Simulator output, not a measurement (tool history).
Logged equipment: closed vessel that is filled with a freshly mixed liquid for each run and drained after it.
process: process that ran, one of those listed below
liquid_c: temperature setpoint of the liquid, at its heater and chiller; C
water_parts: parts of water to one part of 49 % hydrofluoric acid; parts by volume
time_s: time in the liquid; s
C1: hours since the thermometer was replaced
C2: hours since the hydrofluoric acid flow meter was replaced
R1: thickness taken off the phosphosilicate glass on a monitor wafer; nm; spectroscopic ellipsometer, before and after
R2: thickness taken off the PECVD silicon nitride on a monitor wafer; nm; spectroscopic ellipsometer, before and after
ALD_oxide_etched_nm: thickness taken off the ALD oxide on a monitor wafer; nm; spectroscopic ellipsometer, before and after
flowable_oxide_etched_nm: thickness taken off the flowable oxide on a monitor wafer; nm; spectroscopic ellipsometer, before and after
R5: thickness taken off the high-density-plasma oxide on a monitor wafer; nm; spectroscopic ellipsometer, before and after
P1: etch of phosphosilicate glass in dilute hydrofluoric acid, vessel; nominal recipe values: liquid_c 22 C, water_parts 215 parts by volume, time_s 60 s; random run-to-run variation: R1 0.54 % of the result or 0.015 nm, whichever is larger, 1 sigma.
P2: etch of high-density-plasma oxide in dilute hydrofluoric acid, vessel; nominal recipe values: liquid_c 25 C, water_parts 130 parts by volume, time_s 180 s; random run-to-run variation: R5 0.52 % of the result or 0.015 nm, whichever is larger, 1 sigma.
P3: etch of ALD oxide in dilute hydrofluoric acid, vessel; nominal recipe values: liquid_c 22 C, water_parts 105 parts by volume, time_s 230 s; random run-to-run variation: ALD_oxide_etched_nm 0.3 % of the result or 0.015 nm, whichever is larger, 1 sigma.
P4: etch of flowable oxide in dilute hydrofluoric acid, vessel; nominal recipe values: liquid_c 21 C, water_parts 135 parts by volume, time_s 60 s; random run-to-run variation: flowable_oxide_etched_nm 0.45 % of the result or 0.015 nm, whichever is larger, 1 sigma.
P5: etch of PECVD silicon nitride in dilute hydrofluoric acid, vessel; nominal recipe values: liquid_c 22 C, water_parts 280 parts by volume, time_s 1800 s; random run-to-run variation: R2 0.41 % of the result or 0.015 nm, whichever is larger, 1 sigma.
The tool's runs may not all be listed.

Run 1, hour 11.9: process P1, liquid_c 22 C, water_parts 215 parts by volume, time_s 60 s; C1 391.5; C2 242.7. Result: R1 43.887 nm.
Run 2, hour 24.4: process P5, liquid_c 22 C, water_parts 75 parts by volume, time_s 1800 s; C1 404; C2 255.2. Result: R2 65.592 nm.
Run 3, hour 32.6: process P3, liquid_c 22 C, water_parts 185 parts by volume, time_s 230 s; C1 412.2; C2 263.4. Result: ALD_oxide_etched_nm 19.906 nm.
Run 4, hour 46.4: process P4, liquid_c 21 C, water_parts 135 parts by volume, time_s 30 s; C1 426; C2 277.2. Result: flowable_oxide_etched_nm 12.78 nm.
Run 5, hour 60.4: process P2, liquid_c 33.5 C, water_parts 130 parts by volume, time_s 180 s; C1 440; C2 291.2. Result: R5 11.527 nm.
Run 6, hour 75.8: process P5, liquid_c 22 C, water_parts 280 parts by volume, time_s 1800 s; C1 455.4; C2 306.6. Result: R2 17.819 nm.
Run 7, hour 85.2: process P1, liquid_c 17 C, water_parts 215 parts by volume, time_s 60 s; C1 464.8; C2 316. Result: R1 35.874 nm.
Run 8, hour 98.6: process P1, liquid_c 22 C, water_parts 215 parts by volume, time_s 60 s; C1 478.2; C2 329.4. Result: R1 43.336 nm.
Run 9, hour 112.9: process P5, liquid_c 22 C, water_parts 280 parts by volume, time_s 345 s; C1 492.5; C2 343.7. Result: R2 3.4648 nm.
Run 10, hour 120.5: process P2, liquid_c 25 C, water_parts 225 parts by volume, time_s 180 s; C1 500.1; C2 351.3. Result: R5 4.3862 nm.
Run 11, hour 134.9: process P3, liquid_c 17 C, water_parts 105 parts by volume, time_s 230 s; C1 514.5; C2 365.7. Result: ALD_oxide_etched_nm 31.052 nm.
Run 12, hour 143.6: process P1, liquid_c 22 C, water_parts 215 parts by volume, time_s 60 s; C1 523.2; C2 374.4. Result: R1 43.277 nm.
Run 13, hour 156.8: process P1, liquid_c 22 C, water_parts 360 parts by volume, time_s 60 s; C1 536.4; C2 387.6. Result: R1 22.6 nm.
Run 14, hour 169.7: process P2, liquid_c 25 C, water_parts 130 parts by volume, time_s 180 s; C1 549.3; C2 400.5. Result: R5 8.3405 nm.
Run 15, hour 185.1: process P1, liquid_c 27.5 C, water_parts 215 parts by volume, time_s 60 s; C1 564.7; C2 415.9. Result: R1 52.928 nm.
Run 16, hour 196.3: process P4, liquid_c 21 C, water_parts 135 parts by volume, time_s 60 s; C1 575.9; C2 427.1. Result: flowable_oxide_etched_nm 25.84 nm.
Run 17, hour 209.6: process P2, liquid_c 25 C, water_parts 130 parts by volume, time_s 180 s; C1 589.2; C2 440.4. Result: R5 8.503 nm.
Run 18, hour 220.5: process P4, liquid_c 26.5 C, water_parts 135 parts by volume, time_s 60 s; C1 600.1; C2 451.3. Result: flowable_oxide_etched_nm 31.98 nm.
Run 19, hour 232.2: process P1, liquid_c 22 C, water_parts 215 parts by volume, time_s 60 s; C1 611.8; C2 463. Result: R1 43.506 nm.
Run 20, hour 239.3: process P4, liquid_c 21 C, water_parts 135 parts by volume, time_s 60 s; C1 618.9; C2 470.1. Result: flowable_oxide_etched_nm 25.775 nm.
Run 21, hour 247.7: process P1, liquid_c 17 C, water_parts 215 parts by volume, time_s 95 s; C1 627.3; C2 478.5. Result: R1 56.837 nm.
Run 22, hour 254.8: process P4, liquid_c 21 C, water_parts 195 parts by volume, time_s 60 s; C1 634.4; C2 485.6. Result: flowable_oxide_etched_nm 16.735 nm.
Run 23, hour 268.9: process P1, liquid_c 22 C, water_parts 215 parts by volume, time_s 60 s; C1 648.5; C2 499.7. Result: R1 43.432 nm.
Run 24, hour 284.3: process P2, liquid_c 25 C, water_parts 130 parts by volume, time_s 265 s; C1 663.9; C2 515.1. Result: R5 12.351 nm.
Run 25, hour 292.1: process P3, liquid_c 22 C, water_parts 105 parts by volume, time_s 230 s; C1 671.7; C2 522.9. Result: ALD_oxide_etched_nm 38.108 nm.
Run 26, hour 304.7: process P1, liquid_c 22 C, water_parts 215 parts by volume, time_s 30 s; C1 684.3; C2 535.5. Result: R1 21.653 nm.
Run 27, hour 317.2: process P1, liquid_c 22 C, water_parts 120 parts by volume, time_s 85 s; C1 696.8; C2 548. Result: R1 122.99 nm.
Run 28, hour 325.7: process P5, liquid_c 17 C, water_parts 280 parts by volume, time_s 1800 s; C1 705.3; C2 556.5. Result: R2 13.054 nm.
Run 29, hour 336.7: process P3, liquid_c 22 C, water_parts 105 parts by volume, time_s 30 s; C1 716.3; C2 567.5. Result: ALD_oxide_etched_nm 5.008 nm.
Run 30, hour 352: process P1, liquid_c 22 C, water_parts 215 parts by volume, time_s 85 s; C1 731.6; C2 582.8. Result: R1 61.602 nm.
Run 31, hour 361.9: process P1, liquid_c 22 C, water_parts 215 parts by volume, time_s 60 s; C1 741.5; C2 592.7. Result: R1 43.399 nm.
Run 32, hour 377.8: process P1, liquid_c 22 C, water_parts 35 parts by volume, time_s 60 s; C1 757.4; C2 608.6. Result: R1 331.12 nm.
Run 33, hour 388.1: process P1, liquid_c 22 C, water_parts 215 parts by volume, time_s 60 s; C1 767.7; C2 618.9. Result: R1 43.517 nm.
Run 34, hour 400.6: process P1, liquid_c 22 C, water_parts 215 parts by volume, time_s 60 s; C1 780.2; C2 631.4. Result: R1 43.533 nm.
Run 35, hour 411.1: process P1, liquid_c 22 C, water_parts 215 parts by volume, time_s 60 s; C1 790.7; C2 641.9. Result: R1 44.701 nm.
Run 36, hour 420.3: process P1, liquid_c 22 C, water_parts 215 parts by volume, time_s 60 s; C1 799.9; C2 651.1. Result: R1 45.466 nm.
Run 37, hour 435.5: process P1, liquid_c 22 C, water_parts 215 parts by volume, time_s 60 s; C1 815.1; C2 666.3. Result: R1 45.438 nm.
Run 38, hour 444.8: process P1, liquid_c 22 C, water_parts 215 parts by volume, time_s 60 s; C1 824.4; C2 675.6. Result: R1 46.402 nm.
Run 39, hour 456.5: process P1, liquid_c 22 C, water_parts 215 parts by volume, time_s 60 s; C1 836.1; C2 687.3. Result: R1 46.253 nm.
Run 40, hour 468.1: process P1, liquid_c 22 C, water_parts 215 parts by volume, time_s 60 s; C1 847.7; C2 698.9. Result: R1 46.951 nm.
Run 41, hour 484.1: process P1, liquid_c 22 C, water_parts 215 parts by volume, time_s 60 s; C1 863.7; C2 714.9. Result: R1 46.329 nm.
Run 42, hour 495.9: process P1, liquid_c 22 C, water_parts 215 parts by volume, time_s 60 s; C1 875.5; C2 726.7. Result: R1 46.669 nm.
Run 43, hour 507.3: process P1, liquid_c 22 C, water_parts 215 parts by volume, time_s 60 s; C1 886.9; C2 738.1. Result: R1 46.188 nm.

What P1 gives has crept away from where it was. These 2 causes fit the log equally well, each at the size given:
A: liquid hotter than its thermometer reads (K) = 1.89
B: hydrofluoric acid flow above the setpoint (%) = 5.93
The onset of the drift is placed at about hour 400.6.

Of the 4 check runs listed below, each run on one wafer and each result written as a question mark, which would let you distinguish the listed causes because they would give clearly different results?
Run check 1, hour 518.7: process P2, liquid_c 32.5 C, water_parts 220 parts by volume, time_s 180 s. Result: R5 ?.
Run check 2, hour 518.7: process P4, liquid_c 24 C, water_parts 135 parts by volume, time_s 30 s. Result: flowable_oxide_etched_nm ?.
Run check 3, hour 518.7: process P3, liquid_c 22 C, water_parts 170 parts by volume, time_s 230 s. Result: ALD_oxide_etched_nm ?.
Run check 4, hour 518.7: process P5, liquid_c 22 C, water_parts 110 parts by volume, time_s 1800 s. Result: R2 ?.

What each check would give under each cause:
  check                    result    if A    if B
check 1                        R5  6.1767   6.248
check 2  flowable_oxide_etched_nm  15.627  15.536
check 3       ALD_oxide_etched_nm  23.594  23.494
check 4                        R2  50.905  47.533
Gap, in per cent, between the two causes that each check separates least, read from the result that separates them most: check 1 1.15 %; check 2 0.58 %; check 3 0.42 %; check 4 6.85 %
Only check 4 tells the causes apart: in the others they would give nearly the same result.

Running check 4 produced the following: R2 51.198 nm. Which one of the listed causes fits?

A is the cause: liquid hotter than its thermometer reads (K).
